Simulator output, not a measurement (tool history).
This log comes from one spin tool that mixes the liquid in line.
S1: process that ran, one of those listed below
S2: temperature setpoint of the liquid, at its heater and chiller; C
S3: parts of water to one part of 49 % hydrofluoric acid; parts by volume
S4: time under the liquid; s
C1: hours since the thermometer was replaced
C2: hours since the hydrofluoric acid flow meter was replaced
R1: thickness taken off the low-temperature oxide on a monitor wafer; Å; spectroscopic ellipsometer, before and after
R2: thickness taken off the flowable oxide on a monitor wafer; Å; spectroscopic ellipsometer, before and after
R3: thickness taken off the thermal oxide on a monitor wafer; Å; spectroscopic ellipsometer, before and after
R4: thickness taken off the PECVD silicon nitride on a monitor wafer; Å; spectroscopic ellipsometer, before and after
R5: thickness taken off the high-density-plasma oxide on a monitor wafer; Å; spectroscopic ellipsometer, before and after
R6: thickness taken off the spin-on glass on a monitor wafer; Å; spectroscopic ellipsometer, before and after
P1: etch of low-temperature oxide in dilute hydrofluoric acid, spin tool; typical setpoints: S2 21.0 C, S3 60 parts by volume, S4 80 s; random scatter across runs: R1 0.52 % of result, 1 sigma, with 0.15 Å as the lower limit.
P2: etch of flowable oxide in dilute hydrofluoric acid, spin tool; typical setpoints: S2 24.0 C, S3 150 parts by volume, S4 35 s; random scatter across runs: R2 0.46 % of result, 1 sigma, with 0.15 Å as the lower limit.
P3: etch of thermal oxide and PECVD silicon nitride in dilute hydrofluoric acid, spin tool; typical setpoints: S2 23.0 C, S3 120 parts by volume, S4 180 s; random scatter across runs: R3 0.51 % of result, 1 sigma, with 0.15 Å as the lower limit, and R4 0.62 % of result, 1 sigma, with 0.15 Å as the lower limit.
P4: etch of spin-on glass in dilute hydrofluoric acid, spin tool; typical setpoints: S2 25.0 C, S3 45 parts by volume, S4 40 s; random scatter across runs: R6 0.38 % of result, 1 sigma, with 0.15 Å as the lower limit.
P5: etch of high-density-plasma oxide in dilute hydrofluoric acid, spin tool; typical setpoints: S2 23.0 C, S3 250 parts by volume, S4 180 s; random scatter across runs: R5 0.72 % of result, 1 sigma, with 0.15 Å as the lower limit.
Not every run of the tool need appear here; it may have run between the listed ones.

{"run": 1, "hour": 10.2, "S1": "P1", "S2": 21.0, "S3": 60, "S4": 80, "C1": 754.9, "C2": 610.4, "R1": 339.66}
{"run": 2, "hour": 19.9, "S1": "P1", "S2": 21.0, "S3": 60, "S4": 80, "C1": 764.6, "C2": 620.1, "R1": 340.35}
{"run": 3, "hour": 28.6, "S1": "P1", "S2": 21.0, "S3": 60, "S4": 30, "C1": 773.3, "C2": 628.8, "R1": 126.46}
{"run": 4, "hour": 39.2, "S1": "P2", "S2": 24.0, "S3": 75, "S4": 35, "C1": 783.9, "C2": 639.4, "R2": 158.71}
{"run": 5, "hour": 53.7, "S1": "P3", "S2": 23.0, "S3": 45, "S4": 180, "C1": 798.4, "C2": 653.9, "R3": 204.36, "R4": 135.73}
{"run": 6, "hour": 61.6, "S1": "P3", "S2": 23.0, "S3": 120, "S4": 180, "C1": 806.3, "C2": 661.8, "R3": 69.489, "R4": 51.328}
{"run": 7, "hour": 77.8, "S1": "P1", "S2": 21.0, "S3": 60, "S4": 80, "C1": 822.5, "C2": 678.0, "R1": 340.73}
{"run": 8, "hour": 86.8, "S1": "P5", "S2": 23.0, "S3": 250, "S4": 180, "C1": 831.5, "C2": 687.0, "R5": 29.514}
{"run": 9, "hour": 102.3, "S1": "P1", "S2": 21.0, "S3": 60, "S4": 125, "C1": 847.0, "C2": 702.5, "R1": 524.24}
{"run": 10, "hour": 117.5, "S1": "P1", "S2": 28.5, "S3": 60, "S4": 80, "C1": 862.2, "C2": 717.7, "R1": 461.11}
{"run": 11, "hour": 134.2, "S1": "P4", "S2": 31.0, "S3": 45, "S4": 40, "C1": 878.9, "C2": 734.4, "R6": 422.88}
{"run": 12, "hour": 148.0, "S1": "P1", "S2": 27.5, "S3": 20, "S4": 80, "C1": 892.7, "C2": 748.2, "R1": 1402.8}
{"run": 13, "hour": 158.9, "S1": "P4", "S2": 25.0, "S3": 45, "S4": 75, "C1": 903.6, "C2": 759.1, "R6": 625.75}
{"run": 14, "hour": 167.1, "S1": "P2", "S2": 24.0, "S3": 150, "S4": 70, "C1": 911.8, "C2": 767.3, "R2": 144.96}
{"run": 15, "hour": 175.5, "S1": "P1", "S2": 21.0, "S3": 60, "S4": 80, "C1": 920.2, "C2": 775.7, "R1": 340.2}
{"run": 16, "hour": 187.5, "S1": "P2", "S2": 24.0, "S3": 150, "S4": 35, "C1": 932.2, "C2": 787.7, "R2": 73.058}
{"run": 17, "hour": 198.1, "S1": "P4", "S2": 25.0, "S3": 45, "S4": 40, "C1": 942.8, "C2": 798.3, "R6": 332.2}
{"run": 18, "hour": 207.4, "S1": "P2", "S2": 17.0, "S3": 150, "S4": 35, "C1": 952.1, "C2": 807.6, "R2": 55.861}
{"run": 19, "hour": 215.2, "S1": "P1", "S2": 21.0, "S3": 60, "S4": 80, "C1": 959.9, "C2": 815.4, "R1": 339.47}
{"run": 20, "hour": 227.1, "S1": "P5", "S2": 23.0, "S3": 250, "S4": 350, "C1": 971.8, "C2": 827.3, "R5": 57.747}
{"hour": 234.5, "done": "hydrofluoric acid flow meter replaced"}
{"run": 21, "hour": 236.7, "S1": "P1", "S2": 21.0, "S3": 20, "S4": 80, "C1": 981.4, "C2": 2.2, "R1": 1070.0}
{"run": 22, "hour": 246.0, "S1": "P1", "S2": 21.0, "S3": 60, "S4": 80, "C1": 990.7, "C2": 11.5, "R1": 335.98}
{"run": 23, "hour": 262.5, "S1": "P4", "S2": 25.0, "S3": 45, "S4": 40, "C1": 1007.2, "C2": 28.0, "R6": 330.02}
{"run": 24, "hour": 273.4, "S1": "P5", "S2": 17.0, "S3": 250, "S4": 180, "C1": 1018.1, "C2": 38.9, "R5": 23.742}
{"run": 25, "hour": 287.0, "S1": "P2", "S2": 24.0, "S3": 150, "S4": 35, "C1": 1031.7, "C2": 52.5, "R2": 72.707}
{"run": 26, "hour": 297.2, "S1": "P1", "S2": 21.0, "S3": 60, "S4": 80, "C1": 1041.9, "C2": 62.7, "R1": 342.44}
{"run": 27, "hour": 310.3, "S1": "P3", "S2": 17.0, "S3": 120, "S4": 180, "C1": 1055.0, "C2": 75.8, "R3": 54.79, "R4": 34.416}
{"run": 28, "hour": 327.0, "S1": "P1", "S2": 21.0, "S3": 95, "S4": 80, "C1": 1071.7, "C2": 92.5, "R1": 203.69}
{"run": 29, "hour": 335.2, "S1": "P3", "S2": 23.0, "S3": 120, "S4": 30, "C1": 1079.9, "C2": 100.7, "R3": 11.52, "R4": 8.362}
{"run": 30, "hour": 350.2, "S1": "P1", "S2": 17.0, "S3": 60, "S4": 80, "C1": 1094.9, "C2": 115.7, "R1": 285.85}
{"run": 31, "hour": 364.8, "S1": "P1", "S2": 28.5, "S3": 85, "S4": 80, "C1": 1109.5, "C2": 130.3, "R1": 313.01}
{"run": 32, "hour": 375.5, "S1": "P4", "S2": 25.0, "S3": 20, "S4": 40, "C1": 1120.2, "C2": 141.0, "R6": 770.3}
{"run": 33, "hour": 386.1, "S1": "P5", "S2": 23.0, "S3": 115, "S4": 180, "C1": 1130.8, "C2": 151.6, "R5": 75.631}
{"run": 34, "hour": 401.4, "S1": "P1", "S2": 21.0, "S3": 60, "S4": 80, "C1": 1146.1, "C2": 166.9, "R1": 339.76}
{"run": 35, "hour": 418.5, "S1": "P1", "S2": 21.0, "S3": 60, "S4": 80, "C1": 1163.2, "C2": 184.0, "R1": 327.49}
{"run": 36, "hour": 435.3, "S1": "P1", "S2": 21.0, "S3": 60, "S4": 80, "C1": 1180.0, "C2": 200.8, "R1": 323.03}
{"run": 37, "hour": 444.5, "S1": "P1", "S2": 21.0, "S3": 60, "S4": 80, "C1": 1189.2, "C2": 210.0, "R1": 323.88}
{"run": 38, "hour": 460.6, "S1": "P1", "S2": 21.0, "S3": 60, "S4": 80, "C1": 1205.3, "C2": 226.1, "R1": 320.21}
{"run": 39, "hour": 473.5, "S1": "P1", "S2": 21.0, "S3": 60, "S4": 80, "C1": 1218.2, "C2": 239.0, "R1": 320.53}
{"run": 40, "hour": 488.0, "S1": "P1", "S2": 21.0, "S3": 60, "S4": 80, "C1": 1232.7, "C2": 253.5, "R1": 318.4}
{"run": 41, "hour": 503.7, "S1": "P1", "S2": 21.0, "S3": 60, "S4": 80, "C1": 1248.4, "C2": 269.2, "R1": 315.99}
{"run": 42, "hour": 514.9, "S1": "P1", "S2": 21.0, "S3": 60, "S4": 80, "C1": 1259.6, "C2": 280.4, "R1": 315.78}
{"run": 43, "hour": 523.4, "S1": "P1", "S2": 21.0, "S3": 60, "S4": 80, "C1": 1268.1, "C2": 288.9, "R1": 316.79}

Something has made what P1 gives creep away from where it was; the 2 causes below, each at its own stated size, fit the log equally well:
A: hydrofluoric acid flow below the setpoint (%) = 5.71
B: liquid colder than its thermometer reads (K) = 1.51
The onset of the drift is placed at about hour 401.4.

Consider the 4 single-wafer check runs listed below, results given as question marks: which one distinguishes between the causes by giving clearly different results for each?
{"run": "check 1", "hour": 531.9, "S1": "P4", "S2": 28.0, "S3": 45, "S4": 40, "R6": "?"}
{"run": "check 2", "hour": 531.9, "S1": "P2", "S2": 17.0, "S3": 150, "S4": 35, "R2": "?"}
{"run": "check 3", "hour": 531.9, "S1": "P5", "S2": 23.0, "S3": 130, "S4": 270, "R5": "?"}
{"run": "check 4", "hour": 531.9, "S1": "P3", "S2": 18.5, "S3": 45, "S4": 180, "R3": "?", "R4": "?"}

Predicted outcomes, by check and by cause:
check=check_1 result=R6 if_A=352.18 if_B=352.92
check=check_2 result=R2 if_A=51.601 if_B=51.868
check=check_3 result=R5 if_A=90.989 if_B=91.739
check=check_4 result=R3 if_A=157.940 if_B=157.390
check=check_4 result=R4 if_A=93.780 if_B=89.223
Separation of the two closest causes in each check, using whichever result separates them best: check 1 0.21 %; check 2 0.52 %; check 3 0.82 %; check 4 4.98 %
Check 4 is the one run that separates the causes; every other check would come out nearly the same whichever cause is at work.

After running check 4, the following was obtained: R3 159.700 Å; R4 93.011 Å. Which cause does this point to?

A is the cause: hydrofluoric acid flow below the setpoint (%).

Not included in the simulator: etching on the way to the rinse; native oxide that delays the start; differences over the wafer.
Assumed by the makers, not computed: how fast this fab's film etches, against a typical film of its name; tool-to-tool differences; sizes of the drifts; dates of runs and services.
